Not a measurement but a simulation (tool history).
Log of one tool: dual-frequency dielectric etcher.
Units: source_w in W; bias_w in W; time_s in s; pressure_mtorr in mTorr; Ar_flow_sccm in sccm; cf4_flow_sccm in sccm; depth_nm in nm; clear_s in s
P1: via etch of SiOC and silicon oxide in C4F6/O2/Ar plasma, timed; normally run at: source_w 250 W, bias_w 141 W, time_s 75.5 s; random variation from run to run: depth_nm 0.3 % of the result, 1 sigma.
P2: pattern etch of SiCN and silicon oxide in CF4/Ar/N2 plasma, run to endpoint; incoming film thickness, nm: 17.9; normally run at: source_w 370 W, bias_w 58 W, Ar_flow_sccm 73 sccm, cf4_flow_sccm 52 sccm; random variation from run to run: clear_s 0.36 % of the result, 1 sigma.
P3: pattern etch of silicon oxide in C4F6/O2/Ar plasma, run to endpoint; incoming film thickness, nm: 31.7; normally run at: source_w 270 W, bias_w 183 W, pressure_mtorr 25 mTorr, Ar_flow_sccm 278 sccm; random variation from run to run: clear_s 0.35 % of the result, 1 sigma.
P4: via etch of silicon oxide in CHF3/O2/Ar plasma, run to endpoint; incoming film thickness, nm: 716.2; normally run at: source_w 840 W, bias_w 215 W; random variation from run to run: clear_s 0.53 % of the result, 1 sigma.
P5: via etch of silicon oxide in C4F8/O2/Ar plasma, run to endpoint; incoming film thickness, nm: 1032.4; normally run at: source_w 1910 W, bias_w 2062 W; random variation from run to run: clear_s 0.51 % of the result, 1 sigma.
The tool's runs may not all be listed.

run	hour	process	source_w	bias_w	time_s	pressure_mtorr	Ar_flow_sccm	cf4_flow_sccm	depth_nm	clear_s
1	6.1	P1	250	141	75.5				67.079	
2	10	P1	320	141	75.5				73.169	
3	13.5	P3	340	183		25	278			10.457
4	17.3	P4	1190	215						262.03
5	24.4	P1	250	141	47.5				41.992	
6	31	P5	1240	2062						245.07
7	36	P3	270	183		25	364			11.77
8	42	P1	250	89	75.5				58.307	
9	48.4	P4	840	142						340.77
10	55.1	P1	250	106	50.5				40.848	
11	61.5	P3	270	183		25	278			11.467
12	66.6	P3	270	183		25	278			11.359
13	73.5	P2	270	58			73	52		35.401
14	80.2	P1	250	141	75.5				66.511	
15	85.6	P2	370	58			73	52		26.73
16	88.8	P4	840	215						296.09
17	95.5	P1	250	188	75.5				73.354	
18	101.6	P3	270	183		32.5	278			11.75
19	108.7	P3	270	137		25	278			12.536
20	113.6	P1	250	141	75.5				66.792	
21	117.4	P1	250	141	75.5				66.734	
# hour 120.1: source power generator calibrated
22	124.4	P2	370	58			73	73		25.257
23	128.8	P2	370	58			100	52		27.922
24	132.1	P1	250	141	101.5				89.611	
25	136.1	P1	160	141	75.5				56.1	
26	139.8	P1	250	141	75.5				66.88	
27	143.7	P2	370	40			73	52		30.056
28	147.6	P1	250	141	75.5				66.731	
29	152.6	P5	1910	2062						207.2
30	156.2	P5	1910	1203						241.05
31	161.1	P1	250	141	75.5				66.495	
32	168.5	P1	250	141	75.5				67.269	
33	173.3	P1	250	141	75.5				67.468	
34	180.6	P1	250	141	75.5				67.293	
# hour 181.9: wet clean of the chamber
35	185.4	P1	250	141	75.5				67.699	
36	190.6	P1	250	141	75.5				67.942	
37	195.5	P1	250	141	75.5				67.612	
38	198.7	P1	250	141	75.5				67.715	
39	204.7	P1	250	141	75.5				67.979	

What P1 gives has crept away from where it was. These 2 causes fit the log equally well, each at the size given:
A: bias power that arrives over what is set, % = 4.8
B: source power that arrives over what is set, % = 3.91
The creep began at about hour 161.1.
Why every other cause is out:
chamber walls in a state that raises the etch rate, %: serviced at hour 181.9, which brought nothing back

4 check runs are offered, each on 2 wafers whose results are averaged, their results left as question marks. Which one tells the causes apart?
check 1	210.7	P2	370	43			73	73		?
check 2	210.7	P3	320	183		25	348			?
check 3	210.7	P4	1180	158						?
check 4	210.7	P5	1910	1241						?

What each check would give under each cause:
check	result	if A	if B
check 1	clear_s	27.355	26.786
check 2	clear_s	10.761	10.764
check 3	clear_s	284.13	284.02
check 4	clear_s	235.97	235.11
How far apart the two closest causes lie, in the result that separates them most: check 1 2.1 %; check 2 0.03 %; check 3 0.04 %; check 4 0.37 %
Only check 1 tells the causes apart: in the others they would give nearly the same result.

Then check 1 was run and gave: clear_s 26.811 s. Which cause is it?

It is B: source power that arrives over what is set, %.

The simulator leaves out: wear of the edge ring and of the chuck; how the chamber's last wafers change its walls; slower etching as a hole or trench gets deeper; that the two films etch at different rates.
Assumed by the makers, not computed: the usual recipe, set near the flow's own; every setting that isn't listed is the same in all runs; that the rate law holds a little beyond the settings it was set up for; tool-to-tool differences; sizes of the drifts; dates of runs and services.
